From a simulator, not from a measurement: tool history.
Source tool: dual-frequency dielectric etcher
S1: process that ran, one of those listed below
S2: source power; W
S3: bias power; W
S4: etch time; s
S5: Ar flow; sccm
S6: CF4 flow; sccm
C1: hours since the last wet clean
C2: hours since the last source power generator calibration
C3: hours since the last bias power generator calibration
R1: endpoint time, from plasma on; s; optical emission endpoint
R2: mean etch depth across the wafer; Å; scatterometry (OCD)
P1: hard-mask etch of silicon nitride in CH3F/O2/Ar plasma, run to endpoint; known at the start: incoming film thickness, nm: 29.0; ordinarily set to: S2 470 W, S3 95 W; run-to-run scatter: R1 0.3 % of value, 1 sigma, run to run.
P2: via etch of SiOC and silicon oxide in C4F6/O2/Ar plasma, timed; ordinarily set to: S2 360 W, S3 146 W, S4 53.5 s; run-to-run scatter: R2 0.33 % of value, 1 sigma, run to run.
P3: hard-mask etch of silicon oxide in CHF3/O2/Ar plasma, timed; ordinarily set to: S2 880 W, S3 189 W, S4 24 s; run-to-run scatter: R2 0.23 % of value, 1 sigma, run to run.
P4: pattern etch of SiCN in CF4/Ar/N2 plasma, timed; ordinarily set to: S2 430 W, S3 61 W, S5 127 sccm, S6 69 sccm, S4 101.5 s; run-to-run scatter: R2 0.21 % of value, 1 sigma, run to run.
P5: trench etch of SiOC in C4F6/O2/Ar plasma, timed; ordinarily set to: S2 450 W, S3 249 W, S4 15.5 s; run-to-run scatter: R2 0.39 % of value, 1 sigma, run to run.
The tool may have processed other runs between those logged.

run	hour	S1	S2	S3	S4	S5	S6	C1	C2	C3	R1	R2
1	6.2	P1	470	95				158.5	654.5	953.3	36.183	
2	12.2	P1	470	135				164.5	660.5	959.3	31.555	
3	17.1	P2	210	146	53.5			169.4	665.4	964.2		434.5
4	22.6	P3	880	189	24			174.9	670.9	969.7		544.94
5	28.6	P1	630	95				180.9	676.9	975.7	32.372	
6	33.5	P5	450	171	15.5			185.8	681.8	980.6		334.53
7	39	P4	430	61	101.5	127	95	191.3	687.3	986.1		818.54
8	46.7	P1	470	95				199	695	993.8	36.082	
9	51.8	P1	470	64				204.1	700.1	998.9	41.397	
10	56.7	P5	450	249	15.5			209	705	1003.8		376.78
11	64.3	P4	580	61	101.5	127	69	216.6	712.6	1011.4		1009.7
12	69.3	P2	360	189	53.5			221.6	717.6	1016.4		582.96
13	74.6	P2	360	146	53.5			226.9	722.9	1021.7		536.41
14	83.2	P1	470	95				235.5	731.5	1030.3	36.016	
15	91.7	P4	430	61	101.5	179	69	244	740	1038.8		730.3
16	98.7	P2	360	146	29.5			251	747	1045.8		294.43
# hour 99.6: wet clean of the chamber
17	103	P3	880	129	24			3.5	751.3	1050.1		481.46
18	111.6	P4	430	61	137	127	69	12.1	759.9	1058.7		1045.1
19	120.4	P5	450	249	11			20.9	768.7	1067.5		267.88
20	125.6	P4	430	39	101.5	127	69	26.1	773.9	1072.7		669.77
21	135	P3	1060	189	24			35.5	783.3	1082.1		583.87
22	139.2	P5	630	249	15.5			39.7	787.5	1086.3		427.06
23	146.9	P1	470	95				47.4	795.2	1094	35.938	
24	151.2	P1	280	95				51.7	799.5	1098.3	43.901	
25	155.6	P1	470	95				56.1	803.9	1102.7	36.024	
26	160.5	P2	360	146	53.5			61	808.8	1107.6		539.73
27	167.9	P1	620	112				68.4	816.2	1115	30.643	
28	175.6	P3	880	189	30			76.1	823.9	1122.7		677.34
29	182.6	P4	430	61	101.5	127	69	83.1	830.9	1129.7		774.22
30	188.3	P1	470	95				88.8	836.6	1135.4	36.14	
31	192.4	P1	470	95				92.9	840.7	1139.5	35.754	
32	200.7	P1	470	95				101.2	849	1147.8	35.765	
# hour 207.6: wet clean of the chamber
33	207.7	P1	470	95				0.2	856	1154.8	35.44	
34	216.1	P1	470	95				8.6	864.4	1163.2	35.384	
35	223.5	P1	470	95				16	871.8	1170.6	35.351	
36	231.5	P1	470	95				24	879.8	1178.6	35.357	
37	238.3	P1	470	95				30.8	886.6	1185.4	35.487	

Compared with where it was, what P1 gives has crept away. Each cause listed below fits the log as well as the rest, at the size given for it:
A: bias power that arrives over what is set, % = 4.29
B: source power that arrives over what is set, % = 4.13
Onset of the creep was near hour 188.3.
Why every other cause is out:
chamber walls in a state that raises the etch rate, %: its service at hour 207.6 followed the start of the drift and did not put the process back to its old value

Question marks stand in for the results of the 4 check runs listed below, each run on one wafer. Under which run would the listed causes show clearly different results?
check 1	245.1	P3	1050	133	24							?
check 2	245.1	P5	530	249	15.5							?
check 3	245.1	P2	360	167	29.5							?
check 4	245.1	P4	430	42	101.5	127	89					?

Outcome of each check run for each possible cause:
check	result	if A	if B
check 1	R2	527.93	529.68
check 2	R2	406.56	407.2
check 3	R2	313.01	313.71
check 4	R2	726.17	743.2
Per-check spread between the two closest causes, in the result where they differ most: check 1 0.33 %; check 2 0.16 %; check 3 0.22 %; check 4 2.32 %
The causes can be told apart only by check 4. The other checks would give nearly the same results under each of them.

Check 4 was then run and gave: R2 741.68 Å. Which cause is it?

B is the cause: source power that arrives over what is set, %.
